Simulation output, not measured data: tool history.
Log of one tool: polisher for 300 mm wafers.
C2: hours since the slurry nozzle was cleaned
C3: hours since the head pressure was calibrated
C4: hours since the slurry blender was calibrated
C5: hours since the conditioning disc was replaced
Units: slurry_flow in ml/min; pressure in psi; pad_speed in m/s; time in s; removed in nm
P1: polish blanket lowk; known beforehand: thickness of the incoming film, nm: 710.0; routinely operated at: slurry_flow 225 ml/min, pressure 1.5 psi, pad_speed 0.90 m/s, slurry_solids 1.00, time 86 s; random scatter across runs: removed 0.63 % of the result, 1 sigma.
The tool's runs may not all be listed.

{"run": 1, "hour": 4.0, "slurry_flow": 225, "pressure": 1.5, "pad_speed": 0.9, "slurry_solids": 1.0, "time": 86, "wafers polished on this pad": 927, "C2": 37.4, "C3": 265.7, "C4": 86.9, "C5": 23.1, "removed": 24.565}
{"run": 2, "hour": 7.4, "slurry_flow": 315, "pressure": 1.5, "pad_speed": 0.9, "slurry_solids": 1.0, "time": 86, "wafers polished on this pad": 952, "C2": 40.8, "C3": 269.1, "C4": 90.3, "C5": 26.5, "removed": 25.446}
{"run": 3, "hour": 12.1, "slurry_flow": 225, "pressure": 1.5, "pad_speed": 0.9, "slurry_solids": 1.0, "time": 39, "wafers polished on this pad": 986, "C2": 45.5, "C3": 273.8, "C4": 95.0, "C5": 31.2, "removed": 11.123}
{"run": 4, "hour": 16.1, "slurry_flow": 225, "pressure": 0.7, "pad_speed": 0.9, "slurry_solids": 1.0, "time": 86, "wafers polished on this pad": 1016, "C2": 49.5, "C3": 277.8, "C4": 99.0, "C5": 35.2, "removed": 11.361}
{"run": 5, "hour": 21.3, "slurry_flow": 225, "pressure": 1.5, "pad_speed": 0.9, "slurry_solids": 0.55, "time": 86, "wafers polished on this pad": 1054, "C2": 54.7, "C3": 283.0, "C4": 104.2, "C5": 40.4, "removed": 17.931}
{"run": 6, "hour": 26.2, "slurry_flow": 225, "pressure": 1.5, "pad_speed": 0.9, "slurry_solids": 1.0, "time": 110, "wafers polished on this pad": 1090, "C2": 59.6, "C3": 287.9, "C4": 109.1, "C5": 45.3, "removed": 31.205}
{"hour": 26.7, "done": "slurry blender recalibrated"}
{"run": 7, "hour": 30.8, "slurry_flow": 225, "pressure": 1.5, "pad_speed": 0.9, "slurry_solids": 1.0, "time": 86, "wafers polished on this pad": 1124, "C2": 64.2, "C3": 292.5, "C4": 4.1, "C5": 49.9, "removed": 24.201}
{"run": 8, "hour": 34.4, "slurry_flow": 225, "pressure": 1.5, "pad_speed": 0.9, "slurry_solids": 1.0, "time": 86, "wafers polished on this pad": 1151, "C2": 67.8, "C3": 296.1, "C4": 7.7, "C5": 53.5, "removed": 24.613}
{"run": 9, "hour": 37.3, "slurry_flow": 225, "pressure": 1.5, "pad_speed": 0.9, "slurry_solids": 1.3, "time": 86, "wafers polished on this pad": 1172, "C2": 70.7, "C3": 299.0, "C4": 10.6, "C5": 56.4, "removed": 27.484}
{"run": 10, "hour": 41.9, "slurry_flow": 340, "pressure": 1.5, "pad_speed": 1.24, "slurry_solids": 1.0, "time": 86, "wafers polished on this pad": 1206, "C2": 75.3, "C3": 303.6, "C4": 15.2, "C5": 61.0, "removed": 32.66}
{"run": 11, "hour": 44.8, "slurry_flow": 225, "pressure": 1.5, "pad_speed": 0.5, "slurry_solids": 1.0, "time": 86, "wafers polished on this pad": 1227, "C2": 78.2, "C3": 306.5, "C4": 18.1, "C5": 63.9, "removed": 15.304}
{"run": 12, "hour": 48.5, "slurry_flow": 225, "pressure": 2.1, "pad_speed": 1.12, "slurry_solids": 1.0, "time": 86, "wafers polished on this pad": 1255, "C2": 81.9, "C3": 310.2, "C4": 21.8, "C5": 67.6, "removed": 40.968}
{"run": 13, "hour": 51.1, "slurry_flow": 225, "pressure": 1.5, "pad_speed": 0.9, "slurry_solids": 1.0, "time": 86, "wafers polished on this pad": 1274, "C2": 84.5, "C3": 312.8, "C4": 24.4, "C5": 70.2, "removed": 24.854}
{"run": 14, "hour": 54.5, "slurry_flow": 225, "pressure": 1.5, "pad_speed": 0.9, "slurry_solids": 1.0, "time": 86, "wafers polished on this pad": 1299, "C2": 87.9, "C3": 316.2, "C4": 27.8, "C5": 73.6, "removed": 24.513}
{"run": 15, "hour": 60.0, "slurry_flow": 135, "pressure": 1.5, "pad_speed": 0.9, "slurry_solids": 1.0, "time": 86, "wafers polished on this pad": 1340, "C2": 93.4, "C3": 321.7, "C4": 33.3, "C5": 79.1, "removed": 22.806}
{"run": 16, "hour": 64.7, "slurry_flow": 225, "pressure": 1.5, "pad_speed": 1.32, "slurry_solids": 1.0, "time": 86, "wafers polished on this pad": 1374, "C2": 98.1, "C3": 326.4, "C4": 38.0, "C5": 83.8, "removed": 33.264}
{"run": 17, "hour": 68.8, "slurry_flow": 225, "pressure": 2.3, "pad_speed": 0.9, "slurry_solids": 1.0, "time": 86, "wafers polished on this pad": 1404, "C2": 102.2, "C3": 330.5, "C4": 42.1, "C5": 87.9, "removed": 37.279}
{"run": 18, "hour": 74.4, "slurry_flow": 225, "pressure": 1.5, "pad_speed": 0.9, "slurry_solids": 1.0, "time": 86, "wafers polished on this pad": 1446, "C2": 107.8, "C3": 336.1, "C4": 47.7, "C5": 93.5, "removed": 24.521}
{"run": 19, "hour": 77.1, "slurry_flow": 225, "pressure": 1.5, "pad_speed": 0.9, "slurry_solids": 1.0, "time": 86, "wafers polished on this pad": 1466, "C2": 110.5, "C3": 338.8, "C4": 50.4, "C5": 96.2, "removed": 23.655}
{"run": 20, "hour": 80.2, "slurry_flow": 225, "pressure": 1.5, "pad_speed": 0.9, "slurry_solids": 1.0, "time": 86, "wafers polished on this pad": 1488, "C2": 113.6, "C3": 341.9, "C4": 53.5, "C5": 99.3, "removed": 22.897}
{"run": 21, "hour": 83.1, "slurry_flow": 225, "pressure": 1.5, "pad_speed": 0.9, "slurry_solids": 1.0, "time": 86, "wafers polished on this pad": 1510, "C2": 116.5, "C3": 344.8, "C4": 56.4, "C5": 102.2, "removed": 22.066}
{"run": 22, "hour": 86.2, "slurry_flow": 225, "pressure": 1.5, "pad_speed": 0.9, "slurry_solids": 1.0, "time": 86, "wafers polished on this pad": 1533, "C2": 119.6, "C3": 347.9, "C4": 59.5, "C5": 105.3, "removed": 21.834}
{"run": 23, "hour": 89.5, "slurry_flow": 225, "pressure": 1.5, "pad_speed": 0.9, "slurry_solids": 1.0, "time": 86, "wafers polished on this pad": 1557, "C2": 122.9, "C3": 351.2, "C4": 62.8, "C5": 108.6, "removed": 21.525}
{"hour": 95.0, "done": "head pressure recalibrated"}
{"run": 24, "hour": 95.2, "slurry_flow": 225, "pressure": 1.5, "pad_speed": 0.9, "slurry_solids": 1.0, "time": 86, "wafers polished on this pad": 1599, "C2": 128.6, "C3": 0.2, "C4": 68.5, "C5": 114.3, "removed": 21.575}
{"hour": 95.7, "done": "slurry nozzle cleaned"}
{"hour": 97.0, "done": "conditioning disc replaced and pad reconditioned"}
{"run": 25, "hour": 99.9, "slurry_flow": 225, "pressure": 1.5, "pad_speed": 0.9, "slurry_solids": 1.0, "time": 86, "wafers polished on this pad": 1634, "C2": 4.3, "C3": 4.9, "C4": 73.2, "C5": 2.9, "removed": 21.176}
{"run": 26, "hour": 105.2, "slurry_flow": 225, "pressure": 1.5, "pad_speed": 0.9, "slurry_solids": 1.0, "time": 86, "wafers polished on this pad": 1673, "C2": 9.6, "C3": 10.2, "C4": 78.5, "C5": 8.2, "removed": 21.201}
{"run": 27, "hour": 107.8, "slurry_flow": 225, "pressure": 1.5, "pad_speed": 0.9, "slurry_solids": 1.0, "time": 86, "wafers polished on this pad": 1692, "C2": 12.2, "C3": 12.8, "C4": 81.1, "C5": 10.8, "removed": 21.195}

The log shows P1 creeping away from where it was. Any of the 2 causes listed here, at the size stated for it, fits the log just as well as the others:
A: abrasive missing from the slurry, % = 25.7
B: removal rate lost through wear of the pad, % = 13.6
The onset of the drift is placed at about hour 74.4.
Other possible causes, and why each is ruled out:
slurry flow missing at the pad, %: serviced at hour 95.7, after the change had begun; the process did not return to its earlier output
head's pressure below its setpoint, %: serviced at hour 95.0, after the change had begun; the process did not return to its earlier output
time polished since the conditioner stopped cutting, s: serviced at hour 97.0, after the change had begun; the process did not return to its earlier output

Consider the 4 check runs below, whose results appear as question marks and each of which averages 2 wafers. Which one distinguishes the causes, in that each cause would give it a clearly different result?
{"run": "check 1", "hour": 110.4, "slurry_flow": 225, "pressure": 1.5, "pad_speed": 0.9, "slurry_solids": 0.55, "time": 69, "removed": "?"}
{"run": "check 2", "hour": 110.4, "slurry_flow": 225, "pressure": 0.7, "pad_speed": 0.54, "slurry_solids": 1.0, "time": 86, "removed": "?"}
{"run": "check 3", "hour": 110.4, "slurry_flow": 225, "pressure": 1.2, "pad_speed": 0.9, "slurry_solids": 1.0, "time": 40, "removed": "?"}
{"run": "check 4", "hour": 110.4, "slurry_flow": 135, "pressure": 1.5, "pad_speed": 1.3, "slurry_solids": 1.0, "time": 86, "removed": "?"}

Outcome of each check run for each possible cause:
check=check_1 result=removed if_A=11.8590 if_B=12.3820
check=check_2 result=removed if_A=6.5667 if_B=6.5657
check=check_3 result=removed if_A=7.8790 if_B=7.8778
check=check_4 result=removed if_A=26.3170 if_B=26.3130
How far apart the two closest causes lie, in the result that separates them most: check 1 4.31 %; check 2 0.02 %; check 3 0.02 %; check 4 0.02 %
The other checks would show nearly matching results whichever cause is true, so check 1 is the only one that separates the causes.

Running check 1 produced the following: removed 12.3240 nm. Which one of the listed causes fits?

It was cause B: removal rate lost through wear of the pad, %.
